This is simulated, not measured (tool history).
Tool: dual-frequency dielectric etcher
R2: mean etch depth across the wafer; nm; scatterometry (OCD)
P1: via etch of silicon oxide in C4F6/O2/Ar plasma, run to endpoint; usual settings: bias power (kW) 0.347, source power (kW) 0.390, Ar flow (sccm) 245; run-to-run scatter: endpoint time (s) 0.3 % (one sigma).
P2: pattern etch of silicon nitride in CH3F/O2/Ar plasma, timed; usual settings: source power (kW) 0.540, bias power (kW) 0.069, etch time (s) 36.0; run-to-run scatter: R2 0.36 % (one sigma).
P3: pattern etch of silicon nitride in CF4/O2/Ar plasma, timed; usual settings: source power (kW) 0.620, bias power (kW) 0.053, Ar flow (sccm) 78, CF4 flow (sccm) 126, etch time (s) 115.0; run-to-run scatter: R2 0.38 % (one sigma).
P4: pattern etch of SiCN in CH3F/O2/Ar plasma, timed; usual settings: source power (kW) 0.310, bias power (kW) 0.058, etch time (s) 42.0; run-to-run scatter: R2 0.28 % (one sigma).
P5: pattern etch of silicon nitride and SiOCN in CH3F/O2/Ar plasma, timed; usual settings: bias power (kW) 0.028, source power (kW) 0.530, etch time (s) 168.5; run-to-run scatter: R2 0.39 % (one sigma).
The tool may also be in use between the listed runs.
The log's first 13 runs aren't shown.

{"run": 14, "day": 4.217, "process that ran": "P3", "bias power (kW)": 0.053, "source power (kW)": 0.62, "Ar flow (sccm)": 78, "etch time (s)": 115.0, "CF4 flow (sccm)": 176, "R2": 286.01}
{"run": 15, "day": 4.412, "process that ran": "P1", "bias power (kW)": 0.347, "source power (kW)": 0.32, "Ar flow (sccm)": 245, "endpoint time (s)": 36.721}
{"run": 16, "day": 4.708, "process that ran": "P1", "bias power (kW)": 0.347, "source power (kW)": 0.39, "Ar flow (sccm)": 245, "endpoint time (s)": 34.161}
{"run": 17, "day": 4.929, "process that ran": "P5", "bias power (kW)": 0.036, "source power (kW)": 0.53, "etch time (s)": 168.5, "R2": 30.796}
{"day": 4.942, "done": "wet clean of the chamber"}
{"run": 18, "day": 5.129, "process that ran": "P5", "bias power (kW)": 0.028, "source power (kW)": 0.73, "etch time (s)": 168.5, "R2": 30.932}
{"run": 19, "day": 5.342, "process that ran": "P4", "bias power (kW)": 0.058, "source power (kW)": 0.31, "etch time (s)": 29.0, "R2": 9.3825}
{"run": 20, "day": 5.671, "process that ran": "P4", "bias power (kW)": 0.058, "source power (kW)": 0.44, "etch time (s)": 42.0, "R2": 15.485}
{"run": 21, "day": 5.9, "process that ran": "P1", "bias power (kW)": 0.203, "source power (kW)": 0.39, "Ar flow (sccm)": 245, "endpoint time (s)": 40.682}
{"run": 22, "day": 6.088, "process that ran": "P5", "bias power (kW)": 0.028, "source power (kW)": 0.53, "etch time (s)": 168.5, "R2": 27.625}
{"run": 23, "day": 6.292, "process that ran": "P1", "bias power (kW)": 0.45, "source power (kW)": 0.39, "Ar flow (sccm)": 245, "endpoint time (s)": 30.973}
{"run": 24, "day": 6.483, "process that ran": "P2", "bias power (kW)": 0.048, "source power (kW)": 0.54, "etch time (s)": 36.0, "R2": 24.019}
{"run": 25, "day": 6.783, "process that ran": "P3", "bias power (kW)": 0.053, "source power (kW)": 0.62, "Ar flow (sccm)": 96, "etch time (s)": 115.0, "CF4 flow (sccm)": 126, "R2": 270.36}
{"day": 6.867, "done": "source power generator calibrated"}
{"run": 26, "day": 7.162, "process that ran": "P3", "bias power (kW)": 0.07, "source power (kW)": 0.62, "Ar flow (sccm)": 78, "etch time (s)": 115.0, "CF4 flow (sccm)": 126, "R2": 305.65}
{"run": 27, "day": 7.358, "process that ran": "P1", "bias power (kW)": 0.456, "source power (kW)": 0.29, "Ar flow (sccm)": 245, "endpoint time (s)": 34.497}
{"run": 28, "day": 7.604, "process that ran": "P1", "bias power (kW)": 0.347, "source power (kW)": 0.39, "Ar flow (sccm)": 245, "endpoint time (s)": 34.103}
{"run": 29, "day": 8.0, "process that ran": "P4", "bias power (kW)": 0.037, "source power (kW)": 0.31, "etch time (s)": 42.0, "R2": 11.678}
{"run": 30, "day": 8.283, "process that ran": "P1", "bias power (kW)": 0.347, "source power (kW)": 0.39, "Ar flow (sccm)": 245, "endpoint time (s)": 34.208}
{"run": 31, "day": 8.546, "process that ran": "P2", "bias power (kW)": 0.069, "source power (kW)": 0.54, "etch time (s)": 20.0, "R2": 14.911}
{"run": 32, "day": 8.917, "process that ran": "P3", "bias power (kW)": 0.053, "source power (kW)": 0.62, "Ar flow (sccm)": 78, "etch time (s)": 115.0, "CF4 flow (sccm)": 126, "R2": 274.68}
{"run": 33, "day": 9.183, "process that ran": "P1", "bias power (kW)": 0.347, "source power (kW)": 0.39, "Ar flow (sccm)": 294, "endpoint time (s)": 34.775}
{"run": 34, "day": 9.517, "process that ran": "P1", "bias power (kW)": 0.347, "source power (kW)": 0.39, "Ar flow (sccm)": 245, "endpoint time (s)": 34.086}
{"run": 35, "day": 9.862, "process that ran": "P1", "bias power (kW)": 0.347, "source power (kW)": 0.39, "Ar flow (sccm)": 245, "endpoint time (s)": 33.865}
{"run": 36, "day": 10.162, "process that ran": "P1", "bias power (kW)": 0.347, "source power (kW)": 0.39, "Ar flow (sccm)": 245, "endpoint time (s)": 33.712}
{"run": 37, "day": 10.471, "process that ran": "P1", "bias power (kW)": 0.347, "source power (kW)": 0.39, "Ar flow (sccm)": 245, "endpoint time (s)": 33.77}
{"run": 38, "day": 10.812, "process that ran": "P1", "bias power (kW)": 0.347, "source power (kW)": 0.39, "Ar flow (sccm)": 245, "endpoint time (s)": 33.661}

Forecast run 39:
{"day": 10.95, "done": "Ar flow controller replaced"}
{"run": 39, "day": 11.033, "process that ran": "P1", "bias power (kW)": 0.347, "source power (kW)": 0.39, "Ar flow (sccm)": 245, "endpoint time (s)": "?"}

{"run 39": {"endpoint time (s)": 33.626}}
